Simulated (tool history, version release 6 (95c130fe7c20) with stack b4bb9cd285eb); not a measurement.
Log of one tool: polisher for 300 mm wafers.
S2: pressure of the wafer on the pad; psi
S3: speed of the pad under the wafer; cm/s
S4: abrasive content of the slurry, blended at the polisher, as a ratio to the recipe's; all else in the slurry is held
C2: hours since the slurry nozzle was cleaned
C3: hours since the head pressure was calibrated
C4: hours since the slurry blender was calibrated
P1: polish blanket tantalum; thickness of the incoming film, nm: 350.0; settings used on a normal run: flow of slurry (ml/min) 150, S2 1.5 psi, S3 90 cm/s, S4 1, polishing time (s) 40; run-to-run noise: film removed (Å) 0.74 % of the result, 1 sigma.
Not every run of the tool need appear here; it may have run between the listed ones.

run 1 hour=5 | flow_of_slurry_(ml/min)=150 S2=1.5 S3=90 S4=1 polishing_time_(s)=40 | wafers_polished_on_this_pad=589 C2=382.9 C3=849.7 C4=84.6 | film_removed_(Å)=491.42
run 2 hour=8.6 | flow_of_slurry_(ml/min)=150 S2=1.5 S3=130 S4=1 polishing_time_(s)=40 | wafers_polished_on_this_pad=626 C2=386.5 C3=853.3 C4=88.2 | film_removed_(Å)=715.78
run 3 hour=13.4 | flow_of_slurry_(ml/min)=150 S2=1.5 S3=90 S4=1 polishing_time_(s)=19 | wafers_polished_on_this_pad=676 C2=391.3 C3=858.1 C4=93 | film_removed_(Å)=229.74
run 4 hour=16.9 | flow_of_slurry_(ml/min)=115 S2=1.5 S3=66 S4=1 polishing_time_(s)=40 | wafers_polished_on_this_pad=712 C2=394.8 C3=861.6 C4=96.5 | film_removed_(Å)=342.97
run 5 hour=20.7 | flow_of_slurry_(ml/min)=150 S2=0.8 S3=40 S4=1 polishing_time_(s)=40 | wafers_polished_on_this_pad=752 C2=398.6 C3=865.4 C4=100.3 | film_removed_(Å)=117.63
run 6 hour=23.9 | flow_of_slurry_(ml/min)=150 S2=0.9 S3=90 S4=1 polishing_time_(s)=40 | wafers_polished_on_this_pad=785 C2=401.8 C3=868.6 C4=103.5 | film_removed_(Å)=295.96
run 7 hour=27.1 | flow_of_slurry_(ml/min)=150 S2=1.5 S3=90 S4=0.5 polishing_time_(s)=40 | wafers_polished_on_this_pad=818 C2=405 C3=871.8 C4=106.7 | film_removed_(Å)=383.83
run 8 hour=31.9 | flow_of_slurry_(ml/min)=150 S2=1.5 S3=90 S4=1 polishing_time_(s)=40 | wafers_polished_on_this_pad=868 C2=409.8 C3=876.6 C4=111.5 | film_removed_(Å)=498.57
run 9 hour=37.2 | flow_of_slurry_(ml/min)=150 S2=1.5 S3=56 S4=1 polishing_time_(s)=40 | wafers_polished_on_this_pad=923 C2=415.1 C3=881.9 C4=116.8 | film_removed_(Å)=305.65
run 10 hour=42.1 | flow_of_slurry_(ml/min)=150 S2=1.5 S3=90 S4=1 polishing_time_(s)=40 | wafers_polished_on_this_pad=973 C2=420 C3=886.8 C4=121.7 | film_removed_(Å)=491.27
run 11 hour=47.4 | flow_of_slurry_(ml/min)=150 S2=1.5 S3=90 S4=1 polishing_time_(s)=40 | wafers_polished_on_this_pad=1028 C2=425.3 C3=892.1 C4=127 | film_removed_(Å)=488.25
run 12 hour=53.1 | flow_of_slurry_(ml/min)=230 S2=1.5 S3=90 S4=1 polishing_time_(s)=40 | wafers_polished_on_this_pad=1087 C2=431 C3=897.8 C4=132.7 | film_removed_(Å)=522.39
run 13 hour=58 | flow_of_slurry_(ml/min)=95 S2=1.5 S3=90 S4=1 polishing_time_(s)=40 | wafers_polished_on_this_pad=1138 C2=435.9 C3=902.7 C4=137.6 | film_removed_(Å)=442.1
run 14 hour=62.2 | flow_of_slurry_(ml/min)=150 S2=1.5 S3=90 S4=1.4 polishing_time_(s)=40 | wafers_polished_on_this_pad=1182 C2=440.1 C3=906.9 C4=141.8 | film_removed_(Å)=526.13
run 15 hour=68 | flow_of_slurry_(ml/min)=150 S2=1.5 S3=90 S4=1 polishing_time_(s)=40 | wafers_polished_on_this_pad=1242 C2=445.9 C3=912.7 C4=147.6 | film_removed_(Å)=491.17
run 16 hour=71.3 | flow_of_slurry_(ml/min)=150 S2=1.5 S3=90 S4=1 polishing_time_(s)=40 | wafers_polished_on_this_pad=1276 C2=449.2 C3=916 C4=150.9 | film_removed_(Å)=492.33
run 17 hour=74.7 | flow_of_slurry_(ml/min)=150 S2=2.3 S3=90 S4=1 polishing_time_(s)=40 | wafers_polished_on_this_pad=1311 C2=452.6 C3=919.4 C4=154.3 | film_removed_(Å)=763.9
run 18 hour=79.5 | flow_of_slurry_(ml/min)=150 S2=1.5 S3=90 S4=1 polishing_time_(s)=63 | wafers_polished_on_this_pad=1361 C2=457.4 C3=924.2 C4=159.1 | film_removed_(Å)=769.91
run 19 hour=84.1 | flow_of_slurry_(ml/min)=150 S2=1 S3=90 S4=1 polishing_time_(s)=29 | wafers_polished_on_this_pad=1409 C2=462 C3=928.8 C4=163.7 | film_removed_(Å)=239.65
run 20 hour=86.9 | flow_of_slurry_(ml/min)=150 S2=1.5 S3=90 S4=1 polishing_time_(s)=40 | wafers_polished_on_this_pad=1438 C2=464.8 C3=931.6 C4=166.5 | film_removed_(Å)=486.53
run 21 hour=90.4 | flow_of_slurry_(ml/min)=150 S2=1.5 S3=90 S4=1 polishing_time_(s)=40 | wafers_polished_on_this_pad=1474 C2=468.3 C3=935.1 C4=170 | film_removed_(Å)=475.21
run 22 hour=95.9 | flow_of_slurry_(ml/min)=150 S2=1.5 S3=90 S4=1 polishing_time_(s)=40 | wafers_polished_on_this_pad=1531 C2=473.8 C3=940.6 C4=175.5 | film_removed_(Å)=462.91
-- hour=100.8 worn pad replaced by a new one
run 23 hour=101.2 | flow_of_slurry_(ml/min)=150 S2=1.5 S3=90 S4=1 polishing_time_(s)=40 | wafers_polished_on_this_pad=4 C2=479.1 C3=945.9 C4=180.8 | film_removed_(Å)=459.32
-- hour=101.7 slurry nozzle cleaned
run 24 hour=106.5 | flow_of_slurry_(ml/min)=150 S2=1.5 S3=90 S4=1 polishing_time_(s)=40 | wafers_polished_on_this_pad=59 C2=4.8 C3=951.2 C4=186.1 | film_removed_(Å)=453.68
run 25 hour=111.7 | flow_of_slurry_(ml/min)=150 S2=1.5 S3=90 S4=1 polishing_time_(s)=40 | wafers_polished_on_this_pad=113 C2=10 C3=956.4 C4=191.3 | film_removed_(Å)=454.86
run 26 hour=117.4 | flow_of_slurry_(ml/min)=150 S2=1.5 S3=90 S4=1 polishing_time_(s)=40 | wafers_polished_on_this_pad=172 C2=15.7 C3=962.1 C4=197 | film_removed_(Å)=446.99
run 27 hour=120.2 | flow_of_slurry_(ml/min)=150 S2=1.5 S3=90 S4=1 polishing_time_(s)=40 | wafers_polished_on_this_pad=201 C2=18.5 C3=964.9 C4=199.8 | film_removed_(Å)=450.25

P1 no longer gives what it gave before; its output has crept away from where it was. The following 2 causes, each at its listed size, fit the log equally well:
A: abrasive missing from the slurry, % = 23.7
B: head's pressure below its setpoint, % = 8.17
Onset of the creep was near hour 86.9.
Why every other cause is out:
removal rate lost through wear of the pad, %: serviced at hour 100.8, after the change had begun; the process did not return to its earlier output
slurry flow missing at the pad, %: serviced at hour 101.7, after the change had begun; the process did not return to its earlier output

Each of the check runs listed below is run on 3 wafers and reports their average, with the results left as question marks. Pick the one under which the possible causes would lead to clearly different results.
run check 1 hour=123 | flow_of_slurry_(ml/min)=225 S2=1.5 S3=90 S4=1 polishing_time_(s)=20 | film_removed_(Å)=?
run check 2 hour=123 | flow_of_slurry_(ml/min)=120 S2=1.5 S3=90 S4=0.6 polishing_time_(s)=40 | film_removed_(Å)=?
run check 3 hour=123 | flow_of_slurry_(ml/min)=150 S2=2.3 S3=90 S4=1 polishing_time_(s)=40 | film_removed_(Å)=?
run check 4 hour=123 | flow_of_slurry_(ml/min)=100 S2=2.2 S3=90 S4=1 polishing_time_(s)=40 | film_removed_(Å)=?

Outcome of each check run for each possible cause:
check=check_1 result=film_removed_(Å) if_A=238.47 if_B=238.42
check=check_2 result=film_removed_(Å) if_A=350.76 if_B=362.12
check=check_3 result=film_removed_(Å) if_A=689.96 if_B=689.82
check=check_4 result=film_removed_(Å) if_A=606.49 if_B=606.37
Separation of the two closest causes in each check, using whichever result separates them best: check 1 0.02 %; check 2 3.19 %; check 3 0.02 %; check 4 0.02 %
Of the check runs offered, only check 2 discriminates between the causes; the rest would read about the same regardless of which cause applies.

Then check 2 was run and gave: film removed (Å) 351.87. Which cause is it?

A is the cause: abrasive missing from the slurry, %.
